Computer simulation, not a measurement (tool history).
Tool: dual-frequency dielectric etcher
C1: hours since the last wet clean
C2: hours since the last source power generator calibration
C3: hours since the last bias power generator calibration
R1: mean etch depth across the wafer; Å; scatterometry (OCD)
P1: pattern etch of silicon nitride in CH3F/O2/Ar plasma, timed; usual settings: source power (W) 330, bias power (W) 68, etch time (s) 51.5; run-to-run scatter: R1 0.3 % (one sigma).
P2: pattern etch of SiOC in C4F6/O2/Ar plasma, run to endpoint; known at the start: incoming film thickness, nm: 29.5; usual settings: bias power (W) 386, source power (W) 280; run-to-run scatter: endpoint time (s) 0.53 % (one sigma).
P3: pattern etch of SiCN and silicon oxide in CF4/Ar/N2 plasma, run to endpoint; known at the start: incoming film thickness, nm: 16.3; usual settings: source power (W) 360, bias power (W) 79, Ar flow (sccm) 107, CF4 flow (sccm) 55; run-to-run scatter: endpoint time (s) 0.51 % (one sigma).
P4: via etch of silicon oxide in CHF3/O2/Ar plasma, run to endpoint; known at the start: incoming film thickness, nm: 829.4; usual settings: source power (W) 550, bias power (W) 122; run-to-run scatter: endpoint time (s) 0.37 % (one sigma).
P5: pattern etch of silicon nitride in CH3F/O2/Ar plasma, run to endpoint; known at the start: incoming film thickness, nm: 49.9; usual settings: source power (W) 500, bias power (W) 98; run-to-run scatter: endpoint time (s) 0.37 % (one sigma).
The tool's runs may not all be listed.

run 1 hour=15.3 | process_that_ran=P1 source_power_(W)=330 bias_power_(W)=68 etch_time_(s)=51.5 | C1=197.5 C2=1292.5 C3=2917.5 | R1=329.28
run 2 hour=31.0 | process_that_ran=P1 source_power_(W)=330 bias_power_(W)=68 etch_time_(s)=51.5 | C1=213.2 C2=1308.2 C3=2933.2 | R1=328.60
run 3 hour=42.7 | process_that_ran=P5 source_power_(W)=590 bias_power_(W)=98 | C1=224.9 C2=1319.9 C3=2944.9 | endpoint_time_(s)=55.870
run 4 hour=53.0 | process_that_ran=P1 source_power_(W)=330 bias_power_(W)=68 etch_time_(s)=51.5 | C1=235.2 C2=1330.2 C3=2955.2 | R1=330.44
-- hour=61.2 wet clean of the chamber
run 5 hour=65.7 | process_that_ran=P3 source_power_(W)=360 bias_power_(W)=79 Ar_flow_(sccm)=64 CF4_flow_(sccm)=55 | C1=4.5 C2=1342.9 C3=2967.9 | endpoint_time_(s)=22.368
run 6 hour=74.7 | process_that_ran=P5 source_power_(W)=500 bias_power_(W)=98 | C1=13.5 C2=1351.9 C3=2976.9 | endpoint_time_(s)=59.622
run 7 hour=90.0 | process_that_ran=P1 source_power_(W)=210 bias_power_(W)=68 etch_time_(s)=51.5 | C1=28.8 C2=1367.2 C3=2992.2 | R1=277.70
run 8 hour=100.4 | process_that_ran=P2 source_power_(W)=280 bias_power_(W)=386 | C1=39.2 C2=1377.6 C3=3002.6 | endpoint_time_(s)=12.749
run 9 hour=112.9 | process_that_ran=P2 source_power_(W)=280 bias_power_(W)=512 | C1=51.7 C2=1390.1 C3=3015.1 | endpoint_time_(s)=11.416
run 10 hour=120.0 | process_that_ran=P1 source_power_(W)=330 bias_power_(W)=51 etch_time_(s)=51.5 | C1=58.8 C2=1397.2 C3=3022.2 | R1=298.99
run 11 hour=131.6 | process_that_ran=P5 source_power_(W)=500 bias_power_(W)=59 | C1=70.4 C2=1408.8 C3=3033.8 | endpoint_time_(s)=71.333
run 12 hour=142.1 | process_that_ran=P3 source_power_(W)=360 bias_power_(W)=79 Ar_flow_(sccm)=107 CF4_flow_(sccm)=33 | C1=80.9 C2=1419.3 C3=3044.3 | endpoint_time_(s)=26.204
run 13 hour=153.6 | process_that_ran=P3 source_power_(W)=210 bias_power_(W)=79 Ar_flow_(sccm)=107 CF4_flow_(sccm)=55 | C1=92.4 C2=1430.8 C3=3055.8 | endpoint_time_(s)=38.617
run 14 hour=161.4 | process_that_ran=P1 source_power_(W)=330 bias_power_(W)=82 etch_time_(s)=51.5 | C1=100.2 C2=1438.6 C3=3063.6 | R1=352.94
run 15 hour=171.4 | process_that_ran=P1 source_power_(W)=330 bias_power_(W)=68 etch_time_(s)=51.5 | C1=110.2 C2=1448.6 C3=3073.6 | R1=330.43
run 16 hour=186.1 | process_that_ran=P4 source_power_(W)=380 bias_power_(W)=122 | C1=124.9 C2=1463.3 C3=3088.3 | endpoint_time_(s)=557.010
run 17 hour=201.9 | process_that_ran=P1 source_power_(W)=440 bias_power_(W)=56 etch_time_(s)=51.5 | C1=140.7 C2=1479.1 C3=3104.1 | R1=346.53
run 18 hour=213.0 | process_that_ran=P4 source_power_(W)=550 bias_power_(W)=122 | C1=151.8 C2=1490.2 C3=3115.2 | endpoint_time_(s)=478.550
-- hour=217.3 source power generator calibrated
run 19 hour=226.3 | process_that_ran=P3 source_power_(W)=360 bias_power_(W)=79 Ar_flow_(sccm)=107 CF4_flow_(sccm)=55 | C1=165.1 C2=9.1 C3=3128.5 | endpoint_time_(s)=24.138
run 20 hour=240.3 | process_that_ran=P5 source_power_(W)=500 bias_power_(W)=98 | C1=179.1 C2=23.1 C3=3142.5 | endpoint_time_(s)=59.529
run 21 hour=253.6 | process_that_ran=P2 source_power_(W)=390 bias_power_(W)=386 | C1=192.4 C2=36.4 C3=3155.8 | endpoint_time_(s)=11.291
run 22 hour=261.2 | process_that_ran=P1 source_power_(W)=330 bias_power_(W)=87 etch_time_(s)=72.0 | C1=200.0 C2=44.0 C3=3163.4 | R1=501.49
run 23 hour=274.3 | process_that_ran=P3 source_power_(W)=360 bias_power_(W)=99 Ar_flow_(sccm)=107 CF4_flow_(sccm)=55 | C1=213.1 C2=57.1 C3=3176.5 | endpoint_time_(s)=22.365
run 24 hour=287.0 | process_that_ran=P1 source_power_(W)=330 bias_power_(W)=68 etch_time_(s)=51.5 | C1=225.8 C2=69.8 C3=3189.2 | R1=329.20
run 25 hour=298.7 | process_that_ran=P1 source_power_(W)=400 bias_power_(W)=85 etch_time_(s)=51.5 | C1=237.5 C2=81.5 C3=3200.9 | R1=383.33
run 26 hour=313.3 | process_that_ran=P4 source_power_(W)=550 bias_power_(W)=76 | C1=252.1 C2=96.1 C3=3215.5 | endpoint_time_(s)=553.610
run 27 hour=320.7 | process_that_ran=P1 source_power_(W)=410 bias_power_(W)=68 etch_time_(s)=51.5 | C1=259.5 C2=103.5 C3=3222.9 | R1=356.67
run 28 hour=331.4 | process_that_ran=P1 source_power_(W)=330 bias_power_(W)=68 etch_time_(s)=51.5 | C1=270.2 C2=114.2 C3=3233.6 | R1=328.30
run 29 hour=344.5 | process_that_ran=P1 source_power_(W)=330 bias_power_(W)=68 etch_time_(s)=34.0 | C1=283.3 C2=127.3 C3=3246.7 | R1=217.63
run 30 hour=355.4 | process_that_ran=P1 source_power_(W)=330 bias_power_(W)=68 etch_time_(s)=76.0 | C1=294.2 C2=138.2 C3=3257.6 | R1=485.96
run 31 hour=367.6 | process_that_ran=P1 source_power_(W)=330 bias_power_(W)=68 etch_time_(s)=51.5 | C1=306.4 C2=150.4 C3=3269.8 | R1=329.78
run 32 hour=376.9 | process_that_ran=P1 source_power_(W)=330 bias_power_(W)=68 etch_time_(s)=51.5 | C1=315.7 C2=159.7 C3=3279.1 | R1=328.39
run 33 hour=390.8 | process_that_ran=P1 source_power_(W)=330 bias_power_(W)=68 etch_time_(s)=51.5 | C1=329.6 C2=173.6 C3=3293.0 | R1=329.73

Forecast run 34:
run 34 hour=403.4 | process_that_ran=P1 source_power_(W)=330 bias_power_(W)=68 etch_time_(s)=51.5 | C1=342.2 C2=186.2 C3=3305.6 | R1=?

Run 34 gave R1 332.15 Å.
